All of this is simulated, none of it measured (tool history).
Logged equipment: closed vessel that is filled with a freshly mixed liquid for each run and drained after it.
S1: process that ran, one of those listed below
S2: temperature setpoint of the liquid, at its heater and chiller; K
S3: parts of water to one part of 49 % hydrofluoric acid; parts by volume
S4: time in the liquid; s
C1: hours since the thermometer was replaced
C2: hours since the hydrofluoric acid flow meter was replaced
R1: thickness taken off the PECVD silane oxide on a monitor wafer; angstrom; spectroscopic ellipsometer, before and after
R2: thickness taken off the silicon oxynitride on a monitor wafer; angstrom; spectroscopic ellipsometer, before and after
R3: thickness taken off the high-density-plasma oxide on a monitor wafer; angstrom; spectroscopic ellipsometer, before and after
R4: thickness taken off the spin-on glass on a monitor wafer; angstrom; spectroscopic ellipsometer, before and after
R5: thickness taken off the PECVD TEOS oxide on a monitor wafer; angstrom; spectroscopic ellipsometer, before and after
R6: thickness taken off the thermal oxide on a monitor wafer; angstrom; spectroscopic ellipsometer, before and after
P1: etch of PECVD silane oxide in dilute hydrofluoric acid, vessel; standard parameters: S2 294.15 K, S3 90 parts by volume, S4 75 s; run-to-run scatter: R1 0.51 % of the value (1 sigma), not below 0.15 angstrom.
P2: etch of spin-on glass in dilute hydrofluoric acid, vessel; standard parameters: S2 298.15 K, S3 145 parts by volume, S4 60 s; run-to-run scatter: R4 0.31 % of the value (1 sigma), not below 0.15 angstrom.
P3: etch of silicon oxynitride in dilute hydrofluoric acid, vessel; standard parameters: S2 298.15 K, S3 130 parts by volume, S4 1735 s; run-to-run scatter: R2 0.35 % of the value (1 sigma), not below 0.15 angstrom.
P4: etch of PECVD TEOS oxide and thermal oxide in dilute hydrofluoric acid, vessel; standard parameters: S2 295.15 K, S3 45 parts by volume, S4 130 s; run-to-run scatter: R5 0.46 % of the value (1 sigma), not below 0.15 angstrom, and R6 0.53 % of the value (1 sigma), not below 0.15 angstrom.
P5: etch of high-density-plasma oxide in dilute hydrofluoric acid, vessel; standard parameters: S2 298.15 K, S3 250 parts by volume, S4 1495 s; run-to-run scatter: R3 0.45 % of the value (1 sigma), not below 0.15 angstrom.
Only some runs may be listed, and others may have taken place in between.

run 1 hour=3.9 | S1=P1 S2=294.15 S3=90 S4=75 | C1=1204.5 C2=210.6 | R1=185.200
run 2 hour=10.2 | S1=P3 S2=306.15 S3=130 S4=1735 | C1=1210.8 C2=216.9 | R2=405.09
run 3 hour=15.2 | S1=P1 S2=290.15 S3=90 S4=75 | C1=1215.8 C2=221.9 | R1=155.180
run 4 hour=18.6 | S1=P1 S2=294.15 S3=90 S4=30 | C1=1219.2 C2=225.3 | R1=74.171
run 5 hour=22.6 | S1=P3 S2=298.15 S3=130 S4=2990 | C1=1223.2 C2=229.3 | R2=491.75
run 6 hour=27.9 | S1=P1 S2=294.15 S3=90 S4=75 | C1=1228.5 C2=234.6 | R1=183.150
run 7 hour=32.8 | S1=P5 S2=298.15 S3=250 S4=1495 | C1=1233.4 C2=239.5 | R3=350.490
run 8 hour=38.0 | S1=P2 S2=298.15 S3=145 S4=30 | C1=1238.6 C2=244.7 | R4=93.555
run 9 hour=41.5 | S1=P1 S2=294.15 S3=90 S4=130 | C1=1242.1 C2=248.2 | R1=318.930
run 10 hour=46.7 | S1=P3 S2=298.15 S3=240 S4=1735 | C1=1247.3 C2=253.4 | R2=141.35
-- hour=47.8 thermometer replaced
run 11 hour=51.1 | S1=P3 S2=298.15 S3=130 S4=1735 | C1=3.3 C2=257.8 | R2=285.01
run 12 hour=57.4 | S1=P2 S2=298.15 S3=145 S4=60 | C1=9.6 C2=264.1 | R4=186.870
run 13 hour=63.0 | S1=P4 S2=290.15 S3=45 S4=130 | C1=15.2 C2=269.7 | R5=457.62 R6=107.40
run 14 hour=66.2 | S1=P1 S2=294.15 S3=125 S4=75 | C1=18.4 C2=272.9 | R1=126.330
run 15 hour=71.9 | S1=P5 S2=298.15 S3=450 S4=1495 | C1=24.1 C2=278.6 | R3=160.810
run 16 hour=75.6 | S1=P1 S2=294.15 S3=90 S4=75 | C1=27.8 C2=282.3 | R1=183.420
run 17 hour=81.4 | S1=P2 S2=298.15 S3=145 S4=60 | C1=33.6 C2=288.1 | R4=187.000
run 18 hour=84.5 | S1=P2 S2=298.15 S3=40 S4=60 | C1=36.7 C2=291.2 | R4=773.830
run 19 hour=91.2 | S1=P5 S2=298.15 S3=250 S4=390 | C1=43.4 C2=297.9 | R3=90.603
run 20 hour=95.1 | S1=P1 S2=294.15 S3=160 S4=35 | C1=47.3 C2=301.8 | R1=44.811
run 21 hour=98.5 | S1=P4 S2=295.15 S3=45 S4=190 | C1=50.7 C2=305.2 | R5=826.58 R6=194.74
run 22 hour=103.2 | S1=P1 S2=302.15 S3=90 S4=75 | C1=55.4 C2=309.9 | R1=253.950
run 23 hour=107.0 | S1=P1 S2=294.15 S3=90 S4=75 | C1=59.2 C2=313.7 | R1=183.880
run 24 hour=111.9 | S1=P1 S2=294.15 S3=90 S4=75 | C1=64.1 C2=318.6 | R1=184.320
run 25 hour=117.4 | S1=P2 S2=290.15 S3=145 S4=60 | C1=69.6 C2=324.1 | R4=135.730
run 26 hour=123.6 | S1=P4 S2=295.15 S3=45 S4=130 | C1=75.8 C2=330.3 | R5=563.84 R6=132.39
run 27 hour=129.5 | S1=P1 S2=294.15 S3=45 S4=75 | C1=81.7 C2=336.2 | R1=388.470
run 28 hour=133.3 | S1=P4 S2=295.15 S3=70 S4=130 | C1=85.5 C2=340.0 | R5=351.72 R6=81.48
run 29 hour=139.8 | S1=P1 S2=294.15 S3=90 S4=75 | C1=92.0 C2=346.5 | R1=184.530
run 30 hour=143.3 | S1=P5 S2=293.65 S3=250 S4=1495 | C1=95.5 C2=350.0 | R3=297.240
run 31 hour=149.5 | S1=P1 S2=294.15 S3=90 S4=75 | C1=101.7 C2=356.2 | R1=183.710
run 32 hour=152.9 | S1=P1 S2=294.15 S3=90 S4=75 | C1=105.1 C2=359.6 | R1=188.610
run 33 hour=156.5 | S1=P1 S2=294.15 S3=90 S4=75 | C1=108.7 C2=363.2 | R1=192.660
run 34 hour=162.1 | S1=P1 S2=294.15 S3=90 S4=75 | C1=114.3 C2=368.8 | R1=195.020
run 35 hour=168.7 | S1=P1 S2=294.15 S3=90 S4=75 | C1=120.9 C2=375.4 | R1=197.150
run 36 hour=171.9 | S1=P1 S2=294.15 S3=90 S4=75 | C1=124.1 C2=378.6 | R1=198.430
run 37 hour=176.7 | S1=P1 S2=294.15 S3=90 S4=75 | C1=128.9 C2=383.4 | R1=198.900
run 38 hour=181.6 | S1=P1 S2=294.15 S3=90 S4=75 | C1=133.8 C2=388.3 | R1=200.400
run 39 hour=185.2 | S1=P1 S2=294.15 S3=90 S4=75 | C1=137.4 C2=391.9 | R1=200.350
run 40 hour=188.4 | S1=P1 S2=294.15 S3=90 S4=75 | C1=140.6 C2=395.1 | R1=198.350
run 41 hour=194.1 | S1=P1 S2=294.15 S3=90 S4=75 | C1=146.3 C2=400.8 | R1=199.670

The output of P1 has drifted from where it used to be. Each of the 2 causes below, taken at the size shown beside it, accounts for the log equally well:
A: liquid hotter than its thermometer reads (K) = 2.08
B: hydrofluoric acid flow above the setpoint (%) = 7.95
The onset of the drift is placed at about hour 149.5.

You are offered 4 check runs, listed below with question marks in place of their results; each one averages 2 wafers. Which run separates the listed causes by giving clearly different results for each?
run check 1 hour=199.8 | S1=P4 S2=291.15 S3=70 S4=130 | R5=? R6=?
run check 2 hour=199.8 | S1=P5 S2=294.15 S3=405 S4=1495 | R3=?
run check 3 hour=199.8 | S1=P2 S2=290.65 S3=145 S4=30 | R4=?
run check 4 hour=199.8 | S1=P3 S2=298.15 S3=225 S4=2880 | R2=?

Outcome of each check run for each possible cause:
check=check_1 result=R5 if_A=325.85 if_B=324.07
check=check_1 result=R6 if_A=76.258 if_B=75.840
check=check_2 result=R3 if_A=174.540 if_B=180.190
check=check_3 result=R4 if_A=75.596 if_B=75.816
check=check_4 result=R2 if_A=277.42 if_B=277.29
Separation of the two closest causes in each check, using whichever result separates them best: check 1 0.55 %; check 2 3.18 %; check 3 0.29 %; check 4 0.05 %
The causes can be told apart only by check 2. The other checks would give nearly the same results under each of them.

Check 2 was then run and gave: R3 174.960 angstrom. Which cause is it?

The correct cause is A, namely: liquid hotter than its thermometer reads (K).

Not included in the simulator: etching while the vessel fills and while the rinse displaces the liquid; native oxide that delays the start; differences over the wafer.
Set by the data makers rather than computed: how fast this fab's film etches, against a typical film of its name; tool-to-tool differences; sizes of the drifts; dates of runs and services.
